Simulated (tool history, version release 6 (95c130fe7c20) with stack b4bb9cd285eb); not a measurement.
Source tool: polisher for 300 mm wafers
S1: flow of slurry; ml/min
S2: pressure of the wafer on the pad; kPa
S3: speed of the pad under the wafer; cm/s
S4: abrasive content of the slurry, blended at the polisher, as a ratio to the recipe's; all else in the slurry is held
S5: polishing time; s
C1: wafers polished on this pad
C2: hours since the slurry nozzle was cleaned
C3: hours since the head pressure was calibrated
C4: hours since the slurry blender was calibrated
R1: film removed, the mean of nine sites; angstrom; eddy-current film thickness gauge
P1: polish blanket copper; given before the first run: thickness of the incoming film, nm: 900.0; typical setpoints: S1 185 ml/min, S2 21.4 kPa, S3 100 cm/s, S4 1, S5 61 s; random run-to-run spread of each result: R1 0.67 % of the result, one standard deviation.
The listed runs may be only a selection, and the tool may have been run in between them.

run   hour   S1    S2   S3    S4  S5    C1     C2     C3     C4      R1
  1   10.4  185  21.4  100     1  61   261  142.6  142.3  248.8  1756.9
  2   19.8  185  21.4  140     1  61   400    152  151.7  258.2  2423.9
  3   32.5  185  21.4  100     1  61   587  164.7  164.4  270.9  1735.5
  4   47.2  185  21.4   44     1  39   804  179.4  179.1  285.6  483.94
  5   58.5  185  21.4  100  0.55  61   971  190.7  190.4  296.9  1521.4
  6   74.2  185  21.4  100  1.45  61  1202  206.4  206.1  312.6    1874
  7   88.3  185  21.4  100     1  92  1410  220.5  220.2  326.7  2635.2
  8  101.8  185  21.4  100     1  61  1609    234  233.7  340.2  1730.6
  9  116.2  185  27.6  100  0.65  61  1822  248.4  248.1  354.6  2023.3
 10  123.5  185  21.4  100     1  43  1929  255.7  255.4  361.9  1226.6
 11  133.9  110  21.4  100     1  61  2083  266.1  265.8  372.3  1567.6
 12  148.7  185  21.4  100     1  61  2301  280.9  280.6  387.1  1755.7
 13    163  185   9.7  100     1  61  2512  295.2  294.9  401.4  787.82
 14  172.3  185  21.4   66     1  61  2649  304.5  304.2  410.7  1146.1
 15  184.9  185  21.4  100  0.65  47  2835  317.1  316.8  423.3  1215.8
 16  200.5  185  30.3  100     1  61  3065  332.7  332.4  438.9  2478.5
 17  211.9  245  21.4  100     1  61  3233  344.1  343.8  450.3  1805.1
 18  224.8  185  21.4  100     1  61  3424    357  356.7  463.2  1730.4
 19  232.5  185  21.4  100     1  61  3537  364.7  364.4  470.9  1755.5
 20  240.4  185  21.4  100     1  61  3654  372.6  372.3  478.8  1729.6
 21  247.5  185  21.4  100     1  61  3759  379.7  379.4  485.9  1676.6
 22  255.6  185  21.4  100     1  61  3878  387.8  387.5    494  1685.3
 23  270.7  185  21.4  100     1  61  4101  402.9  402.6  509.1  1651.1
     280.3  -- worn pad replaced by a new one
 24    284  185  21.4  100     1  61    54  416.2  415.9  522.4  1626.5
     287.5  -- head pressure recalibrated
 25    292  185  21.4  100     1  61   172  424.2    4.5  530.4  1619.2

What will run 26 give?
 26  300.5  185  21.4  100   1  61  298  432.7  13  538.9   ?

Run 26 came out at R1 1612.3 angstrom.
